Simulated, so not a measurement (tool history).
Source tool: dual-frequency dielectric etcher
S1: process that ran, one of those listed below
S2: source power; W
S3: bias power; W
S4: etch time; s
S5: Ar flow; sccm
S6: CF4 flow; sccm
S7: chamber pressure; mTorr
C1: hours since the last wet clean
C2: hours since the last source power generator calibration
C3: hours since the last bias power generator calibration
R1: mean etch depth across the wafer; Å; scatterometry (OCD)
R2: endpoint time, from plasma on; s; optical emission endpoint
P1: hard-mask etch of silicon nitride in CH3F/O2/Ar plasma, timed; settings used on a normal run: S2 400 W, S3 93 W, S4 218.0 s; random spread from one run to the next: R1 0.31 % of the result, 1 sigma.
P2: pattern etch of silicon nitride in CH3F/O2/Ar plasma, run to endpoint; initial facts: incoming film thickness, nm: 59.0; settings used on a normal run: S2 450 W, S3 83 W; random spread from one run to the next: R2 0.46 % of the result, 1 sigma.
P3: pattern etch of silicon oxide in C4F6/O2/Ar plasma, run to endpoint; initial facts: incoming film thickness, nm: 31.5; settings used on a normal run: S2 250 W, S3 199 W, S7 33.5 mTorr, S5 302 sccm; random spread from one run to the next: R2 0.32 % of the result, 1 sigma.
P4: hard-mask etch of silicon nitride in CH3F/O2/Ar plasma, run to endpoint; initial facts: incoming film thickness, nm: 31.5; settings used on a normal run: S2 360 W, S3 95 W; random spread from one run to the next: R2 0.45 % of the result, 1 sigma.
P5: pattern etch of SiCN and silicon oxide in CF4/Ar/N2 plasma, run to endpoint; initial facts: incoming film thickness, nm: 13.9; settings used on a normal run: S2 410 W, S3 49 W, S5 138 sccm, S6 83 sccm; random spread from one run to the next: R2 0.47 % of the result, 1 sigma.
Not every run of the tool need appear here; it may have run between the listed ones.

Run 1, day 0.217: S1 P1, S2 400 W, S3 93 W, S4 218.0 s; C1 362.2; C2 3327.0; C3 846.7. Result: R1 1632.8 Å.
Run 2, day 0.517: S1 P5, S2 410 W, S3 49 W, S5 138 sccm, S6 65 sccm; C1 369.4; C2 3334.2; C3 853.9. Result: R2 21.242 s.
Run 3, day 0.796: S1 P2, S2 450 W, S3 83 W; C1 376.1; C2 3340.9; C3 860.6. Result: R2 76.105 s.
Run 4, day 1.033: S1 P3, S2 250 W, S3 199 W, S5 302 sccm, S7 25.5 mTorr; C1 381.8; C2 3346.6; C3 866.3. Result: R2 11.524 s.
Run 5, day 1.454: S1 P5, S2 540 W, S3 49 W, S5 138 sccm, S6 83 sccm; C1 391.9; C2 3356.7; C3 876.4. Result: R2 15.871 s.
Run 6, day 1.842: S1 P3, S2 300 W, S3 199 W, S5 302 sccm, S7 33.5 mTorr; C1 401.2; C2 3366.0; C3 885.7. Result: R2 11.097 s.
Run 7, day 2.333: S1 P1, S2 400 W, S3 130 W, S4 218.0 s; C1 413.0; C2 3377.8; C3 897.5. Result: R1 1851.9 Å.
Run 8, day 2.742: S1 P4, S2 360 W, S3 95 W; C1 422.8; C2 3387.6; C3 907.3. Result: R2 43.720 s.
Run 9, day 3.133: S1 P1, S2 400 W, S3 93 W, S4 218.0 s; C1 432.2; C2 3397.0; C3 916.7. Result: R1 1648.0 Å.
Run 10, day 3.608: S1 P1, S2 400 W, S3 93 W, S4 322.0 s; C1 443.6; C2 3408.4; C3 928.1. Result: R1 2421.0 Å.
Run 11, day 3.829: S1 P3, S2 250 W, S3 199 W, S5 302 sccm, S7 33.5 mTorr; C1 448.9; C2 3413.7; C3 933.4. Result: R2 11.947 s.
Run 12, day 4.217: S1 P2, S2 450 W, S3 62 W; C1 458.2; C2 3423.0; C3 942.7. Result: R2 84.011 s.
Run 13, day 4.696: S1 P1, S2 400 W, S3 93 W, S4 218.0 s; C1 469.7; C2 3434.5; C3 954.2. Result: R1 1639.1 Å.
Run 14, day 5.083: S1 P1, S2 510 W, S3 93 W, S4 218.0 s; C1 479.0; C2 3443.8; C3 963.5. Result: R1 1814.2 Å.
Run 15, day 5.488: S1 P1, S2 400 W, S3 93 W, S4 141.0 s; C1 488.7; C2 3453.5; C3 973.2. Result: R1 1059.4 Å.
Run 16, day 5.971: S1 P4, S2 290 W, S3 95 W; C1 500.3; C2 3465.1; C3 984.8. Result: R2 47.053 s.
Run 17, day 6.192: S1 P5, S2 410 W, S3 49 W, S5 138 sccm, S6 83 sccm; C1 505.6; C2 3470.4; C3 990.1. Result: R2 20.293 s.
Run 18, day 6.650: S1 P5, S2 410 W, S3 49 W, S5 138 sccm, S6 83 sccm; C1 516.6; C2 3481.4; C3 1001.1. Result: R2 20.359 s.
Run 19, day 6.883: S1 P5, S2 410 W, S3 49 W, S5 180 sccm, S6 83 sccm; C1 522.2; C2 3487.0; C3 1006.7. Result: R2 21.377 s.
Run 20, day 7.262: S1 P3, S2 250 W, S3 252 W, S5 302 sccm, S7 33.5 mTorr; C1 531.3; C2 3496.1; C3 1015.8. Result: R2 10.997 s.
Run 21, day 7.742: S1 P3, S2 250 W, S3 199 W, S5 302 sccm, S7 33.5 mTorr; C1 542.8; C2 3507.6; C3 1027.3. Result: R2 11.864 s.
Run 22, day 8.075: S1 P5, S2 410 W, S3 69 W, S5 138 sccm, S6 83 sccm; C1 550.8; C2 3515.6; C3 1035.3. Result: R2 18.099 s.
Run 23, day 8.388: S1 P1, S2 510 W, S3 93 W, S4 139.5 s; C1 558.3; C2 3523.1; C3 1042.8. Result: R1 1151.8 Å.
Run 24, day 8.633: S1 P1, S2 300 W, S3 93 W, S4 218.0 s; C1 564.2; C2 3529.0; C3 1048.7. Result: R1 1482.1 Å.
Run 25, day 8.883: S1 P3, S2 250 W, S3 199 W, S5 385 sccm, S7 33.5 mTorr; C1 570.2; C2 3535.0; C3 1054.7. Result: R2 12.257 s.
Run 26, day 9.300: S1 P1, S2 400 W, S3 59 W, S4 218.0 s; C1 580.2; C2 3545.0; C3 1064.7. Result: R1 1401.6 Å.
Run 27, day 9.796: S1 P1, S2 400 W, S3 93 W, S4 218.0 s; C1 592.1; C2 3556.9; C3 1076.6. Result: R1 1647.4 Å.
Run 28, day 10.125: S1 P4, S2 360 W, S3 95 W; C1 600.0; C2 3564.8; C3 1084.5. Result: R2 43.585 s.
Run 29, day 10.425: S1 P2, S2 280 W, S3 83 W; C1 607.2; C2 3572.0; C3 1091.7. Result: R2 90.688 s.
Run 30, day 10.750: S1 P4, S2 360 W, S3 135 W; C1 615.0; C2 3579.8; C3 1099.5. Result: R2 38.112 s.
Run 31, day 11.196: S1 P1, S2 400 W, S3 93 W, S4 218.0 s; C1 625.7; C2 3590.5; C3 1110.2. Result: R1 1640.3 Å.
Run 32, day 11.533: S1 P1, S2 400 W, S3 93 W, S4 218.0 s; C1 633.8; C2 3598.6; C3 1118.3. Result: R1 1646.1 Å.
Run 33, day 11.983: S1 P1, S2 400 W, S3 93 W, S4 218.0 s; C1 644.6; C2 3609.4; C3 1129.1. Result: R1 1658.7 Å.
Run 34, day 12.446: S1 P1, S2 400 W, S3 93 W, S4 218.0 s; C1 655.7; C2 3620.5; C3 1140.2. Result: R1 1659.8 Å.
Run 35, day 12.833: S1 P1, S2 400 W, S3 93 W, S4 218.0 s; C1 665.0; C2 3629.8; C3 1149.5. Result: R1 1666.8 Å.
Run 36, day 13.058: S1 P1, S2 400 W, S3 93 W, S4 218.0 s; C1 670.4; C2 3635.2; C3 1154.9. Result: R1 1666.2 Å.
At day 13.117: wet clean of the chamber.
Run 37, day 13.362: S1 P1, S2 400 W, S3 93 W, S4 218.0 s; C1 5.9; C2 3642.5; C3 1162.2. Result: R1 1671.1 Å.
Run 38, day 13.583: S1 P1, S2 400 W, S3 93 W, S4 218.0 s; C1 11.2; C2 3647.8; C3 1167.5. Result: R1 1667.9 Å.
Run 39, day 14.021: S1 P1, S2 400 W, S3 93 W, S4 218.0 s; C1 21.7; C2 3658.3; C3 1178.0. Result: R1 1676.7 Å.
Run 40, day 14.475: S1 P1, S2 400 W, S3 93 W, S4 218.0 s; C1 32.6; C2 3669.2; C3 1188.9. Result: R1 1663.0 Å.

What P1 gives has crept off from where it sat before. The 2 causes that follow fit the log equally well, each at the size noted:
A: bias power that arrives over what is set, % = 4.3
B: source power that arrives over what is set, % = 4.18
At approximately day 11.196, the process output began to creep.
Excluded causes, each with its reason:
chamber walls in a state that raises the etch rate, %: its service at day 13.117 followed the start of the drift and did not put the process back to its old value

4 check runs are offered, each on 3 wafers whose results are averaged, their results left as question marks. Which one tells the causes apart?
Run check 1, day 14.929: S1 P2, S2 450 W, S3 83 W. Result: R2 ?.
Run check 2, day 14.929: S1 P5, S2 410 W, S3 49 W, S5 138 sccm, S6 83 sccm. Result: R2 ?.
Run check 3, day 14.929: S1 P4, S2 360 W, S3 95 W. Result: R2 ?.
Run check 4, day 14.929: S1 P3, S2 250 W, S3 199 W, S5 302 sccm, S7 33.5 mTorr. Result: R2 ?.

Check results expected under each cause:
  check  result    if A    if B
check 1      R2  74.605  74.558
check 2      R2  20.057  19.602
check 3      R2  42.942  42.951
check 4      R2  11.737  11.718
Minimum pairwise separation of causes per check, each pair taken at its best-separating result: check 1 0.06 %; check 2 2.29 %; check 3 0.02 %; check 4 0.16 %
Check 2 distinguishes between the causes, while the remaining checks would return nearly the same result for all of them.

Check 2 was then run and gave: R2 19.990 s. Which cause is it?

Of the candidate causes, it is A: bias power that arrives over what is set, %.

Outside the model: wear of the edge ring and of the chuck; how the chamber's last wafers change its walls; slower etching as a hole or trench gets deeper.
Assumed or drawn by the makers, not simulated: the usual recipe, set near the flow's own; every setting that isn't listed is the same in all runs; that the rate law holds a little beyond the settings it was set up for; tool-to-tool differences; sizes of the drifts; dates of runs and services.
